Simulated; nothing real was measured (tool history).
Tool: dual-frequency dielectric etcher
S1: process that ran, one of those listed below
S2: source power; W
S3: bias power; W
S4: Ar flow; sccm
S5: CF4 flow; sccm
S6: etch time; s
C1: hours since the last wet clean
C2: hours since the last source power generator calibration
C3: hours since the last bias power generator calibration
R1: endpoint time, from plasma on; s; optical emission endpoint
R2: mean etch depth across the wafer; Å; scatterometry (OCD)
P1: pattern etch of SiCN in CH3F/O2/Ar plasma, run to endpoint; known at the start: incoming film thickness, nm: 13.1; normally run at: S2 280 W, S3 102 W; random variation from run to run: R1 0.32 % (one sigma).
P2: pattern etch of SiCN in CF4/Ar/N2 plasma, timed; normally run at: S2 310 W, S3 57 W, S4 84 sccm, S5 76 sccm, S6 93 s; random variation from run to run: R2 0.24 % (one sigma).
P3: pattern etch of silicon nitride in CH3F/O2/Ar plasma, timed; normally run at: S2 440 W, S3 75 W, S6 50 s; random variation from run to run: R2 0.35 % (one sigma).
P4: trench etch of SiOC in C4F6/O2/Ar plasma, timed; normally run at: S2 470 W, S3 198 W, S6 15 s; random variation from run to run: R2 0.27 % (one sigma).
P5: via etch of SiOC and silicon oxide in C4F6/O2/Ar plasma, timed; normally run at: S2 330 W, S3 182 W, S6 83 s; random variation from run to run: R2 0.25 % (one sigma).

run	hour	S1	S2	S3	S4	S5	S6	C1	C2	C3	R1	R2
1	11.4	P1	280	102				319.1	1473.1	1639.9	35.542	
2	18.5	P2	310	57	84	76	55	326.2	1480.2	1647		333.48
3	26.4	P5	330	182			83	334.1	1488.1	1654.9		839.94
4	35.9	P1	280	102				343.6	1497.6	1664.4	35.666	
5	44.6	P5	330	182			104.5	352.3	1506.3	1673.1		1061.8
6	55.2	P1	280	102				362.9	1516.9	1683.7	35.706	
7	64.9	P5	330	254			83	372.6	1526.6	1693.4		943.22
8	76.2	P4	470	198			15	383.9	1537.9	1704.7		339.94
9	82.4	P5	270	182			83	390.1	1544.1	1710.9		780.1
10	91.6	P4	470	198			9	399.3	1553.3	1720.1		204.12
11	99.3	P1	280	102				407	1561	1727.8	35.62	
12	106.9	P3	620	75			50	414.6	1568.6	1735.4		433.82
13	113.6	P3	440	75			50	421.3	1575.3	1742.1		383.35
14	124.6	P1	350	102				432.3	1586.3	1753.1	32.775	
15	134.5	P5	330	182			83	442.2	1596.2	1763		838.67
16	140.5	P4	470	141			15	448.2	1602.2	1769		307.58
17	148.3	P4	590	198			15	456	1610	1776.8		373.08
# hour 154.8: bias power generator calibrated
18	157.9	P2	380	57	84	76	93	465.6	1619.6	3.2		671.31
19	166.3	P2	310	79	84	76	93	474	1628	11.6		628.32
# hour 168.6: wet clean of the chamber
20	176.3	P4	470	198			15	7.8	1638	21.6		341.07
21	185.4	P2	310	57	84	98	93	16.9	1647.1	30.7		582.57
22	193.1	P1	280	102				24.6	1654.8	38.4	35.543	
23	203.7	P2	310	57	65	76	93	35.2	1665.4	49		583.68
24	214	P1	280	102				45.5	1675.7	59.3	35.554	
25	220.2	P2	310	57	84	76	93	51.7	1681.9	65.5		560.17
26	231.6	P3	440	59			50	63.1	1693.3	76.9		353.23
27	243.1	P1	280	122				74.6	1704.8	88.4	33.257	
28	254.6	P3	440	75			37	86.1	1716.3	99.9		281.86
29	262.1	P1	170	102				93.6	1723.8	107.4	42.282	
30	272.5	P1	170	69				104	1734.2	117.8	49.717	
31	280.5	P1	370	126				112	1742.2	125.8	29.498	
32	290.3	P1	280	73				121.8	1752	135.6	40.021	
33	302.1	P1	280	102				133.6	1763.8	147.4	35.36	
34	309.1	P1	280	102				140.6	1770.8	154.4	35.916	
35	316.1	P1	280	102				147.6	1777.8	161.4	35.577	
36	323.1	P1	280	102				154.6	1784.8	168.4	36.087	
37	330.4	P1	280	102				161.9	1792.1	175.7	35.824	
38	336	P1	280	102				167.5	1797.7	181.3	36.207	
39	344.1	P1	280	102				175.6	1805.8	189.4	36.157	
40	354	P1	280	102				185.5	1815.7	199.3	36.101	
# hour 354.5: wet clean of the chamber
41	363.3	P1	280	102				8.9	1825	208.6	36.102	
42	369.1	P1	280	102				14.7	1830.8	214.4	36.155	
43	377.8	P1	280	102				23.4	1839.5	223.1	36.206	
44	389.6	P1	280	102				35.2	1851.3	234.9	36.236	

What P1 gives has crept away from where it was. These 2 causes fit the log equally well, each at the size given:
A: bias power that arrives under what is set, % = 4.15
B: source power that arrives under what is set, % = 4.37
The creep began at about hour 302.1.
Why every other cause is out:
chamber walls in a state that lowers the etch rate, %: serviced at hour 354.5, which brought nothing back

4 check runs are offered, one wafer each, their results left as question marks. Which one tells the causes apart?
check 1	401.4	P4	470	198			15					?
check 2	401.4	P3	440	75			50					?
check 3	401.4	P5	330	182			83					?
check 4	401.4	P2	310	57	84	76	93					?

What each check would give under each cause:
check	result	if A	if B
check 1	R2	336.76	335.46
check 2	R2	376.34	375.42
check 3	R2	829.81	826.98
check 4	R2	554.08	539.98
How far apart the two closest causes lie, in the result that separates them most: check 1 0.39 %; check 2 0.25 %; check 3 0.34 %; check 4 2.58 %
Check 4 tells the causes apart: in the others they would give nearly the same result.

Then check 4 was run and gave: R2 554.24 Å. Which cause is it?

It is A: bias power that arrives under what is set, %.
